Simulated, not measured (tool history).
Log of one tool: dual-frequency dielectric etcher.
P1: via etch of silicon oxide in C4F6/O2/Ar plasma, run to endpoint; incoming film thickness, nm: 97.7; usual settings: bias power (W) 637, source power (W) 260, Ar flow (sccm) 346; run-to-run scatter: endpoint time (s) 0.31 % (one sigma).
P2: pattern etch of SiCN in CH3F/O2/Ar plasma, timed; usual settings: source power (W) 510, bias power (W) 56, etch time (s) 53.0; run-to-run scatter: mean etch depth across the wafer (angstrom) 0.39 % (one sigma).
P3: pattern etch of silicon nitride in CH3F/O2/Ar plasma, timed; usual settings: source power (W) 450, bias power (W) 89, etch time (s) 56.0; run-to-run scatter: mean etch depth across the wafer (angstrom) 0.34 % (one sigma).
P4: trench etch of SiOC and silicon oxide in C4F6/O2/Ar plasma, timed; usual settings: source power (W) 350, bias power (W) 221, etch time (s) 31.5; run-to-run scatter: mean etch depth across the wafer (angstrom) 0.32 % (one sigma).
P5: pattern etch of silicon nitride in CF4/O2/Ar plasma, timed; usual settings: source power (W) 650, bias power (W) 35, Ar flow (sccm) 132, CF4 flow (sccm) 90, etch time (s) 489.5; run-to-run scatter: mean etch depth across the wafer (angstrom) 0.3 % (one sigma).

run   hour  process that ran  bias power (W)  source power (W)  Ar flow (sccm)  CF4 flow (sccm)  etch time (s)  endpoint time (s)  mean etch depth across the wafer (angstrom)
  1   10.9                P1             637               260             346                                             22.961
  2   24.9                P5              25               650             132               90          489.5                                                         8958.40
  3   31.8                P5              35               650             132               90          489.5                                                        10055.00
  4   44.0                P3             106               450                                            56.0                                                          470.14
  5   55.9                P3              89               450                                            73.0                                                          573.50
  6   63.0                P1             499               260             346                                             25.080
  7   76.7                P2              56               510                                            53.0                                                          205.60
  8   87.6                P2              37               510                                            53.0                                                          181.53
  9   98.9                P1             637               260             346                                             22.877
 10  108.8                P1             637               200             346                                             25.077
 11  116.3                P3              89               450                                            56.0                                                          441.56
 12  125.4                P1             637               260             448                                             23.658
 13  138.4                P5              35               650             132               73          489.5                                                         9693.60
 14  146.6                P3              89               290                                            56.0                                                          375.40
 15  156.5                P1             637               260             346                                             22.845
 16  167.7                P5              35               470             132               90          489.5                                                         7582.00
 17  177.6                P2              56               380                                            53.0                                                          181.79
 18  190.1                P1             637               260             346                                             22.831
 19  201.1                P5              35               650             132               90          707.0                                                        14487.00
 20  212.2                P2              56               510                                            53.0                                                          205.81
 21  221.7                P1             637               320             346                                             21.315
     227.7  -- Ar flow controller replaced
 22  234.2                P2              56               510                                            68.0                                                          263.06
 23  244.6                P5              35               650              85               90          489.5                                                        10803.00
 24  257.6                P1             846               260             420                                             20.940
 25  265.2                P1             637               260             346                                             22.843
 26  272.1                P4             291               350                                            31.5                                                          699.87
     280.6  -- bias power generator calibrated
 27  284.4                P3              89               450                                            56.0                                                          442.65
 28  293.5                P1             637               260             259                                             22.339
 29  306.2                P4             221               350                                            24.5                                                          498.53
 30  313.7                P4             221               350                                            31.5                                                          636.39
 31  320.1                P1             637               260             346                                             23.058
 32  331.3                P4             221               350                                            31.5                                                          639.32
 33  341.3                P1             778               260             346                                             21.162
 34  352.3                P5              35               650             132               90          489.5                                                        10006.00
 35  363.1                P4             221               210                                            31.5                                                          525.29
 36  377.1                P1             637               260             346                                             22.933
 37  390.6                P1             637               260             346                                             22.716
 38  399.1                P1             637               260             346                                             22.667
 39  405.5                P1             637               260             346                                             22.748
 40  412.7                P1             637               260             346                                             22.663
     418.9  -- Ar flow controller replaced
 41  421.7                P1             637               260             346                                             22.450
 42  428.0                P1             637               260             346                                             22.482
     433.0  -- wet clean of the chamber
 43  438.9                P1             637               260             346                                             22.557
 44  449.6                P1             637               260             346                                             22.584
 45  458.0                P1             637               260             346                                             22.432
 46  464.2                P1             637               260             346                                             22.663

What P1 gives has crept away from where it was. These 2 causes fit the log equally well, each at the size given:
A: source power that arrives over what is set, % = 4.43
B: bias power that arrives over what is set, % = 4.06
The creep began at about hour 390.6.
Why every other cause is out:
chamber walls in a state that raises the etch rate, %: serviced at hour 433.0, which brought nothing back
Ar flow that arrives under what is set, %: serviced at hour 418.9, which brought nothing back

4 check runs are offered, one wafer each, their results left as question marks. Which one tells the causes apart?
check 1  470.4                P3              89               450                                            56.0                                                               ?
check 2  470.4                P5              35               650             132               90          489.5                                                               ?
check 3  470.4                P2              56               510                                            53.0                                                               ?
check 4  470.4                P4             221               350                                            31.5                                                               ?

What each check would give under each cause:
  check                                       result      if A      if B
check 1  mean etch depth across the wafer (angstrom)    448.03    447.10
check 2  mean etch depth across the wafer (angstrom)  10421.00  10176.00
check 3  mean etch depth across the wafer (angstrom)    208.27    207.51
check 4  mean etch depth across the wafer (angstrom)    648.93    646.78
How far apart the two closest causes lie, in the result that separates them most: check 1 0.21 %; check 2 2.37 %; check 3 0.37 %; check 4 0.33 %
Only check 2 tells the causes apart: in the others they would give nearly the same result.

Then check 2 was run and gave: mean etch depth across the wafer (angstrom) 10421.00. Which cause is it?

It is A: source power that arrives over what is set, %.

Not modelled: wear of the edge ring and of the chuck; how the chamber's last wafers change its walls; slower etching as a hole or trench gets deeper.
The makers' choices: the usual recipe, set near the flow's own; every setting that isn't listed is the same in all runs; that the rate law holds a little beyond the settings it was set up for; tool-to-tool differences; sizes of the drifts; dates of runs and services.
